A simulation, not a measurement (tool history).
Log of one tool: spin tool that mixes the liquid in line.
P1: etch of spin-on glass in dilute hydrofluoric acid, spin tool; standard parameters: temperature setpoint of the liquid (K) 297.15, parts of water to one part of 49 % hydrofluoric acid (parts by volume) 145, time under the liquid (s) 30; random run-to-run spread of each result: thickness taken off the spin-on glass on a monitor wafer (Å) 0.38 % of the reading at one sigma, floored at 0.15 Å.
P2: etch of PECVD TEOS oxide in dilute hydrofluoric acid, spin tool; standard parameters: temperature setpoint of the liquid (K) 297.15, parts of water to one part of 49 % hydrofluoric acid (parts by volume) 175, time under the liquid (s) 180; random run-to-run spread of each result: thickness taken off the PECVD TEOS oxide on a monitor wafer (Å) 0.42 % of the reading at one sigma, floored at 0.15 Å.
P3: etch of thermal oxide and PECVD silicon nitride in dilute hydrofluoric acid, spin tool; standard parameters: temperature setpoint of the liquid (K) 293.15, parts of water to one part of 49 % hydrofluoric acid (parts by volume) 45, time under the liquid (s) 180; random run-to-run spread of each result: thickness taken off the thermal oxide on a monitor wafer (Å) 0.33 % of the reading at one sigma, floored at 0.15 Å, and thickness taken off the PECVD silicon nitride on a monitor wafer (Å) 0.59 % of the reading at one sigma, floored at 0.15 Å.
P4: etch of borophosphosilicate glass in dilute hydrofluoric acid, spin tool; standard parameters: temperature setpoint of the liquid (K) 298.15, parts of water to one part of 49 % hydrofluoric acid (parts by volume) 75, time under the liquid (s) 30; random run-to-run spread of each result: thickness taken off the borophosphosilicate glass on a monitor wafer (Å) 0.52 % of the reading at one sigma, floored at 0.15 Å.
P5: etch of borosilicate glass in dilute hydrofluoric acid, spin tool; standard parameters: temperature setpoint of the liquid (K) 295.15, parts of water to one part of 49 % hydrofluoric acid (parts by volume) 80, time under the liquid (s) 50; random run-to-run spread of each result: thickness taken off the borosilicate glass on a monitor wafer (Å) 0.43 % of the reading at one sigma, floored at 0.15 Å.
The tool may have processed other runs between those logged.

run     day  process that ran  temperature setpoint of the liquid (K)  parts of water to one part of 49 % hydrofluoric acid (parts by volume)  time under the liquid (s)  hours since the thermometer was replaced  hours since the hydrofluoric acid flow meter was replaced  thickness taken off the spin-on glass on a monitor wafer (Å)  thickness taken off the borosilicate glass on a monitor wafer (Å)  thickness taken off the PECVD TEOS oxide on a monitor wafer (Å)  thickness taken off the borophosphosilicate glass on a monitor wafer (Å)  thickness taken off the thermal oxide on a monitor wafer (Å)  thickness taken off the PECVD silicon nitride on a monitor wafer (Å)
  1   0.412                P1                                  297.15                                                                     145                         30                                     782.4                                                      902.8                                                        58.221
  2   0.738                P1                                  297.15                                                                     145                         30                                     790.2                                                      910.6                                                        58.167
  3   1.188                P5                                  295.15                                                                     140                         50                                       801                                                      921.4                                                                                                                           86.444
  4   1.412                P2                                  297.15                                                                     175                        180                                     806.4                                                      926.8                                                                                                                                                                                            193.35
  5   1.875                P1                                  297.15                                                                     145                         30                                     817.5                                                      937.9                                                        57.911
      1.904  -- hydrofluoric acid flow meter replaced
  6    2.15                P1                                  297.15                                                                     145                         30                                     824.1                                                        5.9                                                        57.815
  7   2.592                P1                                  297.15                                                                      40                         30                                     834.7                                                       16.5                                                        239.13
  8   2.808                P1                                  297.15                                                                     145                         15                                     839.9                                                       21.7                                                        28.828
  9   3.262                P4                                  302.15                                                                      75                         30                                     850.8                                                       32.6                                                                                                                                                                                                                                                                      316.75
 10   3.662                P3                                  293.15                                                                      45                        365                                     860.4                                                       42.2                                                                                                                                                                                                                                                                                                                                    348.35                                                                126.23
 11   4.008                P5                                  290.15                                                                      80                         50                                     868.7                                                       50.5                                                                                                                           131.16
 12   4.362                P1                                  297.15                                                                     200                         30                                     877.2                                                         59                                                        39.611
 13   4.783                P2                                  303.15                                                                     175                        180                                     887.3                                                       69.1                                                                                                                                                                                            239.63
 14   5.254                P1                                  290.65                                                                     145                         30                                     898.6                                                       80.4                                                        44.533
 15   5.629                P4                                  298.15                                                                      75                         30                                     907.6                                                       89.4                                                                                                                                                                                                                                                                      269.68
 16   5.862                P4                                  298.15                                                                      75                         60                                     913.2                                                         95                                                                                                                                                                                                                                                                      538.95
 17   6.162                P3                                  293.15                                                                      45                        180                                     920.4                                                      102.2                                                                                                                                                                                                                                                                                                                                    172.17                                                                61.032
 18   6.583                P1                                  297.15                                                                     145                         30                                     930.5                                                      112.3                                                        57.696
 19   6.946                P2                                  297.15                                                                     260                        180                                     939.2                                                        121                                                                                                                                                                                            118.31
 20   7.383                P5                                  295.15                                                                      80                         25                                     949.7                                                      131.5                                                                                                                           80.393
 21   7.654                P4                                  298.15                                                                     130                         30                                     956.2                                                        138                                                                                                                                                                                                                                                                      145.15
 22   8.071                P1                                  301.15                                                                      50                         30                                     966.2                                                        148                                                        222.69
 23   8.308                P3                                  301.15                                                                      45                        180                                     971.9                                                      153.7                                                                                                                                                                                                                                                                                                                                    242.54                                                                105.84
 24   8.567                P2                                  297.15                                                                     175                         25                                     978.1                                                      159.9                                                                                                                                                                                            26.604
 25   8.983                P3                                  293.15                                                                      30                        180                                     988.1                                                      169.9                                                                                                                                                                                                                                                                                                                                    263.42                                                                 90.96
 26   9.267                P1                                  297.15                                                                     145                         60                                     994.9                                                      176.7                                                        116.59
 27   9.608                P5                                  295.15                                                                      80                         50                                    1003.1                                                      184.9                                                                                                                           162.05
 28  10.033                P4                                  298.15                                                                      75                         30                                    1013.3                                                      195.1                                                                                                                                                                                                                                                                      268.28
 29  10.479                P1                                  297.15                                                                     145                         30                                      1024                                                      205.8                                                        57.967
 30  10.779                P1                                  302.65                                                                     145                         30                                    1031.2                                                        213                                                        71.398

Run 31, settings as shown, results not yet in. Your forecast:
 31  11.2                P1                                  297.15                                                                     145                         30                                    1041.3                                                      223.1                                                             ?

{"run 31": {"thickness taken off the spin-on glass on a monitor wafer (Å)": 58.096}}
